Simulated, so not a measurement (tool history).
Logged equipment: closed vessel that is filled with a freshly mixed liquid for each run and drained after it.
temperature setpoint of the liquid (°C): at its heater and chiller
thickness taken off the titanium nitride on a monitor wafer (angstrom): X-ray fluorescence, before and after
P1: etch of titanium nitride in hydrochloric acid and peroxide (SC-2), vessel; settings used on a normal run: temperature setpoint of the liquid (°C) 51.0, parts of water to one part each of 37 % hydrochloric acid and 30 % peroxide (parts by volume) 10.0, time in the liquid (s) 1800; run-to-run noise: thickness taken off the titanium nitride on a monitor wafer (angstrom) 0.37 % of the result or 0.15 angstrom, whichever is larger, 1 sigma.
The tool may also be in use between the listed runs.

run   hour  temperature setpoint of the liquid (°C)  parts of water to one part each of 37 % hydrochloric acid and 30 % peroxide (parts by volume)  time in the liquid (s)  hours since the thermometer was replaced  hours since the chemicals flow meter was replaced  hours since the drum of peroxide was connected  thickness taken off the titanium nitride on a monitor wafer (angstrom)
  1    9.3                                     51.0                                                                                           10.0                    1800                                    1168.9                                              202.3                                           249.9                                                                 418.650
  2   19.5                                     51.0                                                                                           17.5                     435                                    1179.1                                              212.5                                           260.1                                                                  62.417
  3   25.9                                     36.0                                                                                           10.0                    1800                                    1185.5                                              218.9                                           266.5                                                                 147.240
  4   32.3                                     40.5                                                                                            5.5                    1800                                    1191.9                                              225.3                                           272.9                                                                 323.220
  5   37.7                                     51.0                                                                                            4.0                    1800                                    1197.3                                              230.7                                           278.3                                                                 834.930
  6   44.9                                     51.0                                                                                           10.0                    1800                                    1204.5                                              237.9                                           285.5                                                                 415.720
      51.9  -- thermometer replaced
  7   54.7                                     51.0                                                                                           10.0                    3585                                       2.8                                              247.7                                           295.3                                                                 829.220
      55.0  -- chemicals flow meter replaced
  8   62.4                                     51.0                                                                                           10.0                    1800                                      10.5                                                7.5                                           303.0                                                                 416.430
  9   72.6                                     51.0                                                                                           15.5                    1800                                      20.7                                               17.7                                           313.2                                                                 287.090
 10   80.0                                     51.0                                                                                           10.0                    1800                                      28.1                                               25.1                                           320.6                                                                 413.690
 11   87.8                                     51.0                                                                                           10.0                      80                                      35.9                                               32.9                                           328.4                                                                  18.200
 12   94.0                                     51.0                                                                                           10.0                    1800                                      42.1                                               39.1                                           334.6                                                                 411.920
 13   99.6                                     35.5                                                                                            4.5                    1800                                      47.7                                               44.7                                           340.2                                                                 259.260
 14  106.5                                     65.0                                                                                           10.0                    1800                                      54.6                                               51.6                                           347.1                                                                1007.100
 15  112.7                                     51.0                                                                                           10.0                    1800                                      60.8                                               57.8                                           353.3                                                                 414.640
 16  121.0                                     51.0                                                                                           10.0                    1800                                      69.1                                               66.1                                           361.6                                                                 417.760
 17  128.3                                     51.0                                                                                           10.0                    1800                                      76.4                                               73.4                                           368.9                                                                 434.720
 18  136.5                                     51.0                                                                                           10.0                    1800                                      84.6                                               81.6                                           377.1                                                                 442.040
 19  142.1                                     51.0                                                                                           10.0                    1800                                      90.2                                               87.2                                           382.7                                                                 446.780
 20  148.5                                     51.0                                                                                           10.0                    1800                                      96.6                                               93.6                                           389.1                                                                 453.070
 21  156.0                                     51.0                                                                                           10.0                    1800                                     104.1                                              101.1                                           396.6                                                                 452.700
 22  162.3                                     51.0                                                                                           10.0                    1800                                     110.4                                              107.4                                           402.9                                                                 454.620
 23  170.9                                     51.0                                                                                           10.0                    1800                                     119.0                                              116.0                                           411.5                                                                 456.100
 24  179.2                                     51.0                                                                                           10.0                    1800                                     127.3                                              124.3                                           419.8                                                                 454.560

What P1 gives has crept off from where it sat before. The 2 causes that follow fit the log equally well, each at the size noted:
A: chemicals flow above the setpoint (%) = 11.6
B: liquid hotter than its thermometer reads (K) = 1.38
The onset of the drift is placed at about hour 121.0.
What rules out each remaining cause:
peroxide weaker than its label (%): 8 at the very most, moving thickness taken off the titanium nitride on a monitor wafer (angstrom) by -7.4 %, which is either too weak or the wrong sign

Below are 4 check runs, each on a single wafer, with their results shown as question marks. Which of them would tell the listed causes apart, meaning the causes would give clearly different results under it?
check 1  187.5                                     36.0                                                                                            4.0                    1800                                                                                                                                                                                                                    ?
check 2  187.5                                     57.0                                                                                           10.0                    1800                                                                                                                                                                                                                    ?
check 3  187.5                                     61.0                                                                                           10.0                     580                                                                                                                                                                                                                    ?
check 4  187.5                                     43.0                                                                                           13.5                    1800                                                                                                                                                                                                                    ?

How each check would come out, cause by cause:
  check                                                                  result     if A     if B
check 1  thickness taken off the titanium nitride on a monitor wafer (angstrom)  314.970  323.990
check 2  thickness taken off the titanium nitride on a monitor wafer (angstrom)  672.230  670.370
check 3  thickness taken off the titanium nitride on a monitor wafer (angstrom)  278.820  277.460
check 4  thickness taken off the titanium nitride on a monitor wafer (angstrom)  205.430  205.600
Minimum pairwise separation of causes per check, each pair taken at its best-separating result: check 1 2.82 %; check 2 0.28 %; check 3 0.49 %; check 4 0.08 %
Only check 1 tells the causes apart: in the others they would give nearly the same result.

Check 1 was then run and gave: thickness taken off the titanium nitride on a monitor wafer (angstrom) 312.570. Which cause is it?

Of the candidate causes, it is A: chemicals flow above the setpoint (%).
